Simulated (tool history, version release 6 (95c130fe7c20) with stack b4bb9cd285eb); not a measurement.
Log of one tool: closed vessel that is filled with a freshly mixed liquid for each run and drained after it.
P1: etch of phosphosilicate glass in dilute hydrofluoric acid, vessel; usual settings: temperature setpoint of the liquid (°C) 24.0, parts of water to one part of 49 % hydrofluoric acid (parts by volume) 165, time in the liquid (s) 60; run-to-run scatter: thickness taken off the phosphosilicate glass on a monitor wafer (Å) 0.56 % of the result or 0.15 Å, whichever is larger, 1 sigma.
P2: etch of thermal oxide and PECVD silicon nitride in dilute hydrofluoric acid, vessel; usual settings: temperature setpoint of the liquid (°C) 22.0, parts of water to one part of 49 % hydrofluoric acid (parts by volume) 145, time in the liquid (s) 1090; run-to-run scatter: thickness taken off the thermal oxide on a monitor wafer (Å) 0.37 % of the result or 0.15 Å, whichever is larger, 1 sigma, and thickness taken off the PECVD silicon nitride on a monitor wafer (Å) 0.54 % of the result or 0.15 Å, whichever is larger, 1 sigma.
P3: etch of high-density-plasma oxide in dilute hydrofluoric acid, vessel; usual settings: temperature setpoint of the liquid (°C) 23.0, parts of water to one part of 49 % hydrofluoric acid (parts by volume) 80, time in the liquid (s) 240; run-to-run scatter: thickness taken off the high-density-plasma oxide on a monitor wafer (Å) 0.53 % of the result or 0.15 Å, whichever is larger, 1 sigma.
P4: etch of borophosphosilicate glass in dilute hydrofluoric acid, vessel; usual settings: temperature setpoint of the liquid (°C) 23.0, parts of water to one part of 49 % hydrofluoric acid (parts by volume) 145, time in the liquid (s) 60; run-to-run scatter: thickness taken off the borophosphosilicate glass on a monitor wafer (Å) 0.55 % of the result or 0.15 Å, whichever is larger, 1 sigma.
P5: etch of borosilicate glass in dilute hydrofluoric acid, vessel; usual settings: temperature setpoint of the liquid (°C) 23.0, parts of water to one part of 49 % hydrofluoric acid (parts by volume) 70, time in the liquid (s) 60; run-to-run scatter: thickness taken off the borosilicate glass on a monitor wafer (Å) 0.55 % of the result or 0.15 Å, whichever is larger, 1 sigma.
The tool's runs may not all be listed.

| run | hour | process that ran | temperature setpoint of the liquid (°C) | parts of water to one part of 49 % hydrofluoric acid (parts by volume) | time in the liquid (s) | thickness taken off the phosphosilicate glass on a monitor wafer (Å) | thickness taken off the high-density-plasma oxide on a monitor wafer (Å) | thickness taken off the borosilicate glass on a monitor wafer (Å) | thickness taken off the borophosphosilicate glass on a monitor wafer (Å) | thickness taken off the thermal oxide on a monitor wafer (Å) | thickness taken off the PECVD silicon nitride on a monitor wafer (Å) |
|---|---|---|---|---|---|---|---|---|---|---|---|
| 1 | 5.2 | P1 | 24.0 | 165 | 60 | 428.97 |  |  |  |  |  |
| 2 | 11.7 | P1 | 24.0 | 250 | 30 | 128.17 |  |  |  |  |  |
| 3 | 21.4 | P1 | 28.0 | 70 | 60 | 1320.80 |  |  |  |  |  |
| 4 | 30.4 | P1 | 24.0 | 165 | 30 | 214.49 |  |  |  |  |  |
| 5 | 37.8 | P3 | 27.0 | 80 | 240 |  | 180.630 |  |  |  |  |
| 6 | 42.7 | P5 | 23.0 | 70 | 85 |  |  | 562.19 |  |  |  |
| 7 | 51.4 | P4 | 23.0 | 145 | 30 |  |  |  | 127.98 |  |  |
| 8 | 56.8 | P1 | 24.0 | 165 | 60 | 429.41 |  |  |  |  |  |
| 9 | 61.8 | P4 | 23.0 | 145 | 60 |  |  |  | 257.68 |  |  |
| 10 | 67.3 | P4 | 23.0 | 145 | 60 |  |  |  | 255.98 |  |  |
| 11 | 76.6 | P3 | 23.0 | 80 | 125 |  | 81.162 |  |  |  |  |
| 12 | 85.1 | P1 | 24.0 | 230 | 60 | 285.11 |  |  |  |  |  |
| 13 | 89.6 | P3 | 23.0 | 20 | 240 |  | 661.850 |  |  |  |  |
| 14 | 99.6 | P1 | 17.5 | 165 | 60 | 330.23 |  |  |  |  |  |
| 15 | 107.1 | P2 | 22.0 | 145 | 520 |  |  |  |  | 157.05 | 62.093 |
| 16 | 116.6 | P1 | 24.0 | 70 | 60 | 1128.40 |  |  |  |  |  |
| 17 | 126.5 | P2 | 17.0 | 145 | 1090 |  |  |  |  | 269.16 | 93.710 |
| 18 | 131.7 | P5 | 23.0 | 35 | 60 |  |  | 831.24 |  |  |  |
| 19 | 140.1 | P4 | 28.5 | 145 | 60 |  |  |  | 314.42 |  |  |
| 20 | 149.7 | P2 | 22.0 | 145 | 1090 |  |  |  |  | 330.20 | 130.460 |
| 21 | 154.2 | P3 | 23.0 | 80 | 240 |  | 156.170 |  |  |  |  |
| 22 | 163.3 | P5 | 23.0 | 70 | 60 |  |  | 395.72 |  |  |  |
| 23 | 168.5 | P1 | 24.0 | 165 | 60 | 426.17 |  |  |  |  |  |
| 24 | 176.0 | P1 | 24.0 | 165 | 60 | 427.87 |  |  |  |  |  |
| 25 | 184.0 | P4 | 23.0 | 70 | 60 |  |  |  | 586.45 |  |  |
| 26 | 190.5 | P1 | 24.0 | 165 | 115 | 822.89 |  |  |  |  |  |
| 27 | 199.1 | P1 | 29.0 | 165 | 60 | 511.87 |  |  |  |  |  |
| 28 | 204.3 | P1 | 20.0 | 285 | 60 | 187.92 |  |  |  |  |  |
| 29 | 212.1 | P2 | 22.0 | 95 | 1090 |  |  |  |  | 532.24 | 195.670 |
| 30 | 219.3 | P1 | 24.0 | 165 | 60 | 428.02 |  |  |  |  |  |
| 31 | 227.9 | P5 | 17.0 | 70 | 60 |  |  | 310.50 |  |  |  |
| 32 | 233.5 | P1 | 24.0 | 165 | 60 | 429.31 |  |  |  |  |  |
| 33 | 238.1 | P1 | 24.0 | 165 | 60 | 413.45 |  |  |  |  |  |
| 34 | 248.0 | P1 | 24.0 | 165 | 60 | 402.16 |  |  |  |  |  |
| 35 | 252.8 | P1 | 24.0 | 165 | 60 | 398.69 |  |  |  |  |  |
| 36 | 257.5 | P1 | 24.0 | 165 | 60 | 392.42 |  |  |  |  |  |
| 37 | 265.9 | P1 | 24.0 | 165 | 60 | 394.44 |  |  |  |  |  |
| 38 | 271.4 | P1 | 24.0 | 165 | 60 | 396.26 |  |  |  |  |  |

What P1 gives has crept away from where it was. These 2 causes fit the log equally well, each at the size given:
A: liquid colder than its thermometer reads (K) = 2.02
B: hydrofluoric acid flow below the setpoint (%) = 6.28
The creep began at about hour 233.5.

4 check runs are offered, one wafer each, their results left as question marks. Which one tells the causes apart?
| check 1 | 276.9 | P4 | 23.0 | 145 | 60 |  |  |  | ? |  |  |
| check 2 | 276.9 | P3 | 23.0 | 80 | 240 |  | ? |  |  |  |  |
| check 3 | 276.9 | P5 | 23.0 | 70 | 60 |  |  | ? |  |  |  |
| check 4 | 276.9 | P2 | 22.0 | 145 | 1090 |  |  |  |  | ? | ? |

What each check would give under each cause:
| check | result | if A | if B |
|---|---|---|---|
| check 1 | thickness taken off the borophosphosilicate glass on a monitor wafer (Å) | 236.74 | 237.53 |
| check 2 | thickness taken off the high-density-plasma oxide on a monitor wafer (Å) | 142.650 | 144.260 |
| check 3 | thickness taken off the borosilicate glass on a monitor wafer (Å) | 366.81 | 371.43 |
| check 4 | thickness taken off the thermal oxide on a monitor wafer (Å) | 305.43 | 306.77 |
| check 4 | thickness taken off the PECVD silicon nitride on a monitor wafer (Å) | 113.620 | 121.900 |
How far apart the two closest causes lie, in the result that separates them most: check 1 0.33 %; check 2 1.12 %; check 3 1.25 %; check 4 7.04 %
Only check 4 tells the causes apart: in the others they would give nearly the same result.

Then check 4 was run and gave: thickness taken off the thermal oxide on a monitor wafer (Å) 304.74; thickness taken off the PECVD silicon nitride on a monitor wafer (Å) 113.550. Which cause is it?

It is A: liquid colder than its thermometer reads (K).
